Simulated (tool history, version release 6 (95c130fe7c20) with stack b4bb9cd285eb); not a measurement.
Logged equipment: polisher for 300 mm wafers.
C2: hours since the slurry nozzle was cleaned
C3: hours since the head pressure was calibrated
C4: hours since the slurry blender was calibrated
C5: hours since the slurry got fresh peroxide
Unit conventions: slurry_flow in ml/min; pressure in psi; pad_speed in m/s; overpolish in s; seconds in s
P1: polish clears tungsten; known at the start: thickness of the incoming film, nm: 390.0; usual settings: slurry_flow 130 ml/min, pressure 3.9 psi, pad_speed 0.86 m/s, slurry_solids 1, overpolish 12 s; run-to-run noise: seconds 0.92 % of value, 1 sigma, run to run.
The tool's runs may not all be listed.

Run 1, hour 5.2: slurry_flow 130 ml/min, pressure 3.9 psi, pad_speed 0.86 m/s, slurry_solids 1, overpolish 12 s; wafers polished on this pad 398; C2 211; C3 230.6; C4 46.1; C5 22.4. Result: seconds 106.42 s.
Run 2, hour 11.1: slurry_flow 130 ml/min, pressure 3.9 psi, pad_speed 0.86 m/s, slurry_solids 1, overpolish 18 s; wafers polished on this pad 464; C2 216.9; C3 236.5; C4 52; C5 28.3. Result: seconds 104.38 s.
Run 3, hour 21.5: slurry_flow 130 ml/min, pressure 3.9 psi, pad_speed 0.86 m/s, slurry_solids 1, overpolish 12 s; wafers polished on this pad 581; C2 227.3; C3 246.9; C4 62.4; C5 38.7. Result: seconds 105.93 s.
Run 4, hour 29.9: slurry_flow 130 ml/min, pressure 3.9 psi, pad_speed 0.86 m/s, slurry_solids 1, overpolish 12 s; wafers polished on this pad 675; C2 235.7; C3 255.3; C4 70.8; C5 47.1. Result: seconds 105.72 s.
At hour 30.8: slurry blender recalibrated.
Run 5, hour 35.8: slurry_flow 200 ml/min, pressure 3.9 psi, pad_speed 0.86 m/s, slurry_solids 1, overpolish 12 s; wafers polished on this pad 741; C2 241.6; C3 261.2; C4 5; C5 53. Result: seconds 97.397 s.
Run 6, hour 45.8: slurry_flow 130 ml/min, pressure 6.2 psi, pad_speed 0.86 m/s, slurry_solids 1, overpolish 12 s; wafers polished on this pad 853; C2 251.6; C3 271.2; C4 15; C5 63. Result: seconds 66.784 s.
At hour 51.4: slurry tank refilled with fresh slurry and peroxide.
Run 7, hour 53.1: slurry_flow 130 ml/min, pressure 3.9 psi, pad_speed 0.86 m/s, slurry_solids 1, overpolish 12 s; wafers polished on this pad 935; C2 258.9; C3 278.5; C4 22.3; C5 1.8. Result: seconds 105.07 s.
Run 8, hour 59.2: slurry_flow 130 ml/min, pressure 3.9 psi, pad_speed 0.86 m/s, slurry_solids 1, overpolish 4 s; wafers polished on this pad 1004; C2 265; C3 284.6; C4 28.4; C5 7.9. Result: seconds 107.39 s.
Run 9, hour 67.2: slurry_flow 130 ml/min, pressure 3.9 psi, pad_speed 0.86 m/s, slurry_solids 1, overpolish 12 s; wafers polished on this pad 1094; C2 273; C3 292.6; C4 36.4; C5 15.9. Result: seconds 104.84 s.
Run 10, hour 75.9: slurry_flow 130 ml/min, pressure 3.9 psi, pad_speed 0.86 m/s, slurry_solids 1, overpolish 12 s; wafers polished on this pad 1191; C2 281.7; C3 301.3; C4 45.1; C5 24.6. Result: seconds 103.59 s.
Run 11, hour 85.7: slurry_flow 170 ml/min, pressure 3.9 psi, pad_speed 1.28 m/s, slurry_solids 1, overpolish 12 s; wafers polished on this pad 1301; C2 291.5; C3 311.1; C4 54.9; C5 34.4. Result: seconds 68.383 s.
Run 12, hour 90.8: slurry_flow 130 ml/min, pressure 1.8 psi, pad_speed 0.86 m/s, slurry_solids 1, overpolish 12 s; wafers polished on this pad 1359; C2 296.6; C3 316.2; C4 60; C5 39.5. Result: seconds 230.51 s.
Run 13, hour 97.7: slurry_flow 130 ml/min, pressure 3.9 psi, pad_speed 1.12 m/s, slurry_solids 1, overpolish 12 s; wafers polished on this pad 1436; C2 303.5; C3 323.1; C4 66.9; C5 46.4. Result: seconds 79.957 s.
Run 14, hour 102.3: slurry_flow 130 ml/min, pressure 3.9 psi, pad_speed 0.58 m/s, slurry_solids 1, overpolish 12 s; wafers polished on this pad 1488; C2 308.1; C3 327.7; C4 71.5; C5 51. Result: seconds 157.35 s.
Run 15, hour 107.7: slurry_flow 80 ml/min, pressure 3.9 psi, pad_speed 0.86 m/s, slurry_solids 1, overpolish 12 s; wafers polished on this pad 1548; C2 313.5; C3 333.1; C4 76.9; C5 56.4. Result: seconds 118.97 s.
Run 16, hour 113.1: slurry_flow 130 ml/min, pressure 3.9 psi, pad_speed 0.86 m/s, slurry_solids 0.75, overpolish 12 s; wafers polished on this pad 1609; C2 318.9; C3 338.5; C4 82.3; C5 61.8. Result: seconds 111.4 s.
Run 17, hour 122.9: slurry_flow 130 ml/min, pressure 3.9 psi, pad_speed 0.86 m/s, slurry_solids 1.4, overpolish 12 s; wafers polished on this pad 1719; C2 328.7; C3 348.3; C4 92.1; C5 71.6. Result: seconds 97.937 s.
Run 18, hour 130.5: slurry_flow 130 ml/min, pressure 3.9 psi, pad_speed 0.86 m/s, slurry_solids 1, overpolish 12 s; wafers polished on this pad 1804; C2 336.3; C3 355.9; C4 99.7; C5 79.2. Result: seconds 104.58 s.
Run 19, hour 140.3: slurry_flow 130 ml/min, pressure 3.9 psi, pad_speed 0.86 m/s, slurry_solids 1, overpolish 12 s; wafers polished on this pad 1914; C2 346.1; C3 365.7; C4 109.5; C5 89. Result: seconds 108.69 s.
Run 20, hour 146.4: slurry_flow 130 ml/min, pressure 3.9 psi, pad_speed 0.86 m/s, slurry_solids 1, overpolish 12 s; wafers polished on this pad 1983; C2 352.2; C3 371.8; C4 115.6; C5 95.1. Result: seconds 111.27 s.
At hour 153.8: slurry tank refilled with fresh slurry and peroxide.
Run 21, hour 154.8: slurry_flow 130 ml/min, pressure 3.9 psi, pad_speed 0.86 m/s, slurry_solids 1, overpolish 12 s; wafers polished on this pad 2077; C2 360.6; C3 380.2; C4 124; C5 1.1. Result: seconds 113.39 s.

Predict the results of run 22:
At hour 155.5: slurry blender recalibrated.
Run 22, hour 164.5: slurry_flow 130 ml/min, pressure 3.9 psi, pad_speed 0.86 m/s, slurry_solids 1, overpolish 12 s; wafers polished on this pad 2186; C2 370.3; C3 389.9; C4 9.1; C5 10.8. Result: seconds ?.

Run 22 came out at seconds 114.75 s.

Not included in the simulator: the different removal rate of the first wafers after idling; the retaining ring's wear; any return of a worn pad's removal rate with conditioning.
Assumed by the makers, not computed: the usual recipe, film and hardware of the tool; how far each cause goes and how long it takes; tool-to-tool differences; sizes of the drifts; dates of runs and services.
